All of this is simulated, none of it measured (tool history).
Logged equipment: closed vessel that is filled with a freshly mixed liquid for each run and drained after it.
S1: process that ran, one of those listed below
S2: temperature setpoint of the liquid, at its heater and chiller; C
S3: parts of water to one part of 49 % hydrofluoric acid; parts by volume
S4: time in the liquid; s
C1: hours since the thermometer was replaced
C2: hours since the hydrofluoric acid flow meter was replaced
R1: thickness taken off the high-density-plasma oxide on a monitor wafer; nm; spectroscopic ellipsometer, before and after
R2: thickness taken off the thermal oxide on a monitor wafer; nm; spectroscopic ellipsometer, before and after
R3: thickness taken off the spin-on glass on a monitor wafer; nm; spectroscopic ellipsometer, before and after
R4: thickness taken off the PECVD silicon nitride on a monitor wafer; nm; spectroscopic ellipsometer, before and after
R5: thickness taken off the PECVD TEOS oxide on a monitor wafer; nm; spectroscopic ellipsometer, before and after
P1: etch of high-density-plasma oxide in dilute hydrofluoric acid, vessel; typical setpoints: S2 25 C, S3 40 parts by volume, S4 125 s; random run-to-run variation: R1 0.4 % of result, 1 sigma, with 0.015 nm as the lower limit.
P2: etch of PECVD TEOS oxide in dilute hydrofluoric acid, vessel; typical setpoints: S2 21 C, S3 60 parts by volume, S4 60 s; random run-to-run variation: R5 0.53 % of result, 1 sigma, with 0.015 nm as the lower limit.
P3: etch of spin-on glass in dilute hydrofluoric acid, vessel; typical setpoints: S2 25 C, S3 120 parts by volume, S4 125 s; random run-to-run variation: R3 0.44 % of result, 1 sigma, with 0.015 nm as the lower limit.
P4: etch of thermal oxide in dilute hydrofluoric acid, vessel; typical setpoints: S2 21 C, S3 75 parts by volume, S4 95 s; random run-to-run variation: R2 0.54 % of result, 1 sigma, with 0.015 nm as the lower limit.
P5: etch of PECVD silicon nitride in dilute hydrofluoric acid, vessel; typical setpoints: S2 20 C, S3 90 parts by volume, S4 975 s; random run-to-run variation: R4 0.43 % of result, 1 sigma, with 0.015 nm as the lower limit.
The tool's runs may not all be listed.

Run 1, hour 2.1: S1 P1, S2 25 C, S3 40 parts by volume, S4 125 s; C1 1459.3; C2 306.6. Result: R1 28.713 nm.
Run 2, hour 7: S1 P4, S2 21 C, S3 75 parts by volume, S4 95 s; C1 1464.2; C2 311.5. Result: R2 5.3228 nm.
Run 3, hour 11.5: S1 P1, S2 25 C, S3 40 parts by volume, S4 125 s; C1 1468.7; C2 316. Result: R1 28.984 nm.
Run 4, hour 13.7: S1 P1, S2 25 C, S3 40 parts by volume, S4 210 s; C1 1470.9; C2 318.2. Result: R1 48.542 nm.
Run 5, hour 16.7: S1 P3, S2 25 C, S3 45 parts by volume, S4 125 s; C1 1473.9; C2 321.2. Result: R3 133.53 nm.
Run 6, hour 18.9: S1 P4, S2 21 C, S3 40 parts by volume, S4 95 s; C1 1476.1; C2 323.4. Result: R2 10.342 nm.
Run 7, hour 21.2: S1 P4, S2 21 C, S3 75 parts by volume, S4 30 s; C1 1478.4; C2 325.7. Result: R2 1.673 nm.
Run 8, hour 25.2: S1 P5, S2 20 C, S3 90 parts by volume, S4 1425 s; C1 1482.4; C2 329.7. Result: R4 59.477 nm.
Run 9, hour 27.5: S1 P1, S2 20 C, S3 25 parts by volume, S4 125 s; C1 1484.7; C2 332. Result: R1 38.274 nm.
Run 10, hour 30.1: S1 P1, S2 25 C, S3 60 parts by volume, S4 125 s; C1 1487.3; C2 334.6. Result: R1 18.651 nm.
Run 11, hour 32.8: S1 P5, S2 20 C, S3 90 parts by volume, S4 975 s; C1 1490; C2 337.3. Result: R4 41.099 nm.
Run 12, hour 35.9: S1 P1, S2 25 C, S3 40 parts by volume, S4 70 s; C1 1493.1; C2 340.4. Result: R1 16.158 nm.
Run 13, hour 40.6: S1 P5, S2 20 C, S3 90 parts by volume, S4 975 s; C1 1497.8; C2 345.1. Result: R4 40.777 nm.
Run 14, hour 44.7: S1 P1, S2 25 C, S3 40 parts by volume, S4 125 s; C1 1501.9; C2 349.2. Result: R1 28.856 nm.
At hour 45: hydrofluoric acid flow meter replaced.
Run 15, hour 46.9: S1 P4, S2 29 C, S3 75 parts by volume, S4 95 s; C1 1504.1; C2 1.9. Result: R2 7.2028 nm.
Run 16, hour 49.9: S1 P5, S2 20 C, S3 140 parts by volume, S4 975 s; C1 1507.1; C2 4.9. Result: R4 26.554 nm.
Run 17, hour 53.8: S1 P1, S2 25 C, S3 20 parts by volume, S4 125 s; C1 1511; C2 8.8. Result: R1 59.297 nm.
Run 18, hour 57.1: S1 P3, S2 18.5 C, S3 120 parts by volume, S4 125 s; C1 1514.3; C2 12.1. Result: R3 35.348 nm.
Run 19, hour 60: S1 P2, S2 21 C, S3 60 parts by volume, S4 115 s; C1 1517.2; C2 15. Result: R5 32.558 nm.
Run 20, hour 63.6: S1 P4, S2 21 C, S3 75 parts by volume, S4 95 s; C1 1520.8; C2 18.6. Result: R2 5.2949 nm.
Run 21, hour 68: S1 P1, S2 17.5 C, S3 60 parts by volume, S4 125 s; C1 1525.2; C2 23. Result: R1 13.703 nm.
Run 22, hour 71.4: S1 P3, S2 25 C, S3 120 parts by volume, S4 125 s; C1 1528.6; C2 26.4. Result: R3 45.493 nm.
Run 23, hour 75.4: S1 P1, S2 25 C, S3 40 parts by volume, S4 125 s; C1 1532.6; C2 30.4. Result: R1 29.109 nm.
Run 24, hour 79: S1 P1, S2 25 C, S3 40 parts by volume, S4 125 s; C1 1536.2; C2 34. Result: R1 28.951 nm.
Run 25, hour 83.3: S1 P1, S2 25 C, S3 40 parts by volume, S4 125 s; C1 1540.5; C2 38.3. Result: R1 28.728 nm.
Run 26, hour 88: S1 P5, S2 17 C, S3 90 parts by volume, S4 975 s; C1 1545.2; C2 43. Result: R4 32.973 nm.
Run 27, hour 90.1: S1 P1, S2 25 C, S3 40 parts by volume, S4 125 s; C1 1547.3; C2 45.1. Result: R1 29.018 nm.
Run 28, hour 92.6: S1 P2, S2 28 C, S3 60 parts by volume, S4 60 s; C1 1549.8; C2 47.6. Result: R5 22.47 nm.
Run 29, hour 94.9: S1 P2, S2 21 C, S3 60 parts by volume, S4 60 s; C1 1552.1; C2 49.9. Result: R5 17.052 nm.
Run 30, hour 97.4: S1 P3, S2 25 C, S3 120 parts by volume, S4 240 s; C1 1554.6; C2 52.4. Result: R3 87.187 nm.
Run 31, hour 99.9: S1 P2, S2 21 C, S3 100 parts by volume, S4 60 s; C1 1557.1; C2 54.9. Result: R5 9.6577 nm.
Run 32, hour 104.1: S1 P1, S2 17 C, S3 40 parts by volume, S4 125 s; C1 1561.3; C2 59.1. Result: R1 20.552 nm.
Run 33, hour 108.4: S1 P1, S2 30 C, S3 40 parts by volume, S4 125 s; C1 1565.6; C2 63.4. Result: R1 35.426 nm.
Run 34, hour 112.1: S1 P1, S2 25 C, S3 40 parts by volume, S4 125 s; C1 1569.3; C2 67.1. Result: R1 28.832 nm.
Run 35, hour 114.6: S1 P1, S2 25 C, S3 40 parts by volume, S4 125 s; C1 1571.8; C2 69.6. Result: R1 28.247 nm.
Run 36, hour 117.4: S1 P1, S2 25 C, S3 40 parts by volume, S4 125 s; C1 1574.6; C2 72.4. Result: R1 27.519 nm.
Run 37, hour 120.4: S1 P1, S2 25 C, S3 40 parts by volume, S4 125 s; C1 1577.6; C2 75.4. Result: R1 27.357 nm.
Run 38, hour 123.6: S1 P1, S2 25 C, S3 40 parts by volume, S4 125 s; C1 1580.8; C2 78.6. Result: R1 27.323 nm.
Run 39, hour 126.8: S1 P1, S2 25 C, S3 40 parts by volume, S4 125 s; C1 1584; C2 81.8. Result: R1 27.301 nm.
Run 40, hour 129.7: S1 P1, S2 25 C, S3 40 parts by volume, S4 125 s; C1 1586.9; C2 84.7. Result: R1 27.08 nm.
Run 41, hour 132.2: S1 P1, S2 25 C, S3 40 parts by volume, S4 125 s; C1 1589.4; C2 87.2. Result: R1 27.119 nm.

P1 no longer gives what it gave before; its output has crept away from where it was. The following 2 causes, each at its listed size, fit the log equally well:
A: hydrofluoric acid flow below the setpoint (%) = 5.69
B: liquid colder than its thermometer reads (K) = 1.5
Onset of the creep was near hour 112.1.

Below are 4 check runs, each on a single wafer, with their results shown as question marks. Which of them would tell the listed causes apart, meaning the causes would give clearly different results under it?
Run check 1, hour 134.7: S1 P5, S2 17 C, S3 90 parts by volume, S4 975 s. Result: R4 ?.
Run check 2, hour 134.7: S1 P3, S2 19 C, S3 120 parts by volume, S4 225 s. Result: R3 ?.
Run check 3, hour 134.7: S1 P2, S2 21 C, S3 100 parts by volume, S4 105 s. Result: R5 ?.
Run check 4, hour 134.7: S1 P4, S2 21 C, S3 50 parts by volume, S4 95 s. Result: R2 ?.

What each check would give under each cause:
  check  result    if A    if B
check 1      R4  31.398    29.9
check 2      R3  60.378  60.643
check 3      R5  15.946  16.009
check 4      R2  7.7037  7.6943
Distance between the nearest two causes, measured in the result of the check that separates them most: check 1 4.89 %; check 2 0.44 %; check 3 0.39 %; check 4 0.12 %
The causes can be told apart only by check 1. The other checks would give nearly the same results under each of them.

Then check 1 was run and gave: R4 31.326 nm. Which cause is it?

It was cause A: hydrofluoric acid flow below the setpoint (%).
